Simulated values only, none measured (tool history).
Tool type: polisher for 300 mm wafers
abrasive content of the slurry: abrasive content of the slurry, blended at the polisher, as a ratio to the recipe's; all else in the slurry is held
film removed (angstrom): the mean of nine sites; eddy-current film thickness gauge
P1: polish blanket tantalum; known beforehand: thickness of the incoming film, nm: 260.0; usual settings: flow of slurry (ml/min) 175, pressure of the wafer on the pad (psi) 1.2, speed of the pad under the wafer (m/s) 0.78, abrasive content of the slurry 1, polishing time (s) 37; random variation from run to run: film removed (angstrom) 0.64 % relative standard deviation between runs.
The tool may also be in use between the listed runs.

| run | hour | flow of slurry (ml/min) | pressure of the wafer on the pad (psi) | speed of the pad under the wafer (m/s) | abrasive content of the slurry | polishing time (s) | film removed (angstrom) |
|---|---|---|---|---|---|---|---|
| 1 | 4.5 | 175 | 1.2 | 0.78 | 1 | 37 | 291.49 |
| 2 | 9.6 | 105 | 1.2 | 0.78 | 1 | 37 | 262.83 |
| 3 | 19.7 | 175 | 1.2 | 0.78 | 1 | 37 | 289.58 |
| 4 | 24.1 | 175 | 1.2 | 1.16 | 1 | 37 | 435.85 |
| 5 | 31.9 | 175 | 1.6 | 0.78 | 1 | 37 | 387.29 |
| 6 | 36.8 | 175 | 1.2 | 0.78 | 1.2 | 37 | 305.14 |
| 7 | 43.9 | 105 | 1.7 | 0.78 | 1 | 37 | 377.02 |
| 8 | 49.8 | 275 | 1.2 | 0.78 | 1 | 37 | 307.12 |
| 9 | 56.2 | 175 | 1.2 | 0.36 | 1 | 37 | 133.39 |
| 10 | 66 | 175 | 1.2 | 0.78 | 1 | 37 | 291.74 |
|  | 69.3 | slurry nozzle cleaned |
| 11 | 73.2 | 175 | 1.2 | 0.78 | 1 | 37 | 291.81 |
| 12 | 78.1 | 175 | 1.2 | 0.78 | 1 | 23 | 181.66 |
| 13 | 85.9 | 105 | 1.8 | 0.78 | 1 | 37 | 397.3 |
| 14 | 93.5 | 110 | 0.6 | 0.78 | 1 | 37 | 132.76 |
| 15 | 100.2 | 175 | 1.2 | 0.78 | 0.5 | 37 | 224.82 |
| 16 | 108.9 | 175 | 0.6 | 0.78 | 1 | 37 | 145.52 |
| 17 | 116.2 | 175 | 1.2 | 0.78 | 1 | 37 | 290.3 |
| 18 | 121.1 | 175 | 1.2 | 0.78 | 1 | 57 | 446.19 |
| 19 | 131 | 175 | 1.2 | 0.78 | 1 | 37 | 294.55 |
| 20 | 136.5 | 175 | 1.2 | 0.78 | 1 | 37 | 289.48 |
| 21 | 146.8 | 175 | 1.2 | 0.78 | 1 | 37 | 280.81 |
| 22 | 153.6 | 175 | 1.2 | 0.78 | 1 | 37 | 276.7 |
| 23 | 162.3 | 175 | 1.2 | 0.78 | 1 | 37 | 275.68 |
|  | 164.6 | worn pad replaced by a new one |
| 24 | 172.5 | 175 | 1.2 | 0.78 | 1 | 37 | 272.35 |
| 25 | 180.5 | 175 | 1.2 | 0.78 | 1 | 37 | 275.91 |

Run 26 is up next; what results do you expect?
| 26 | 188.6 | 175 | 1.2 | 0.78 | 1 | 37 | ? |

film removed (angstrom): 272.23
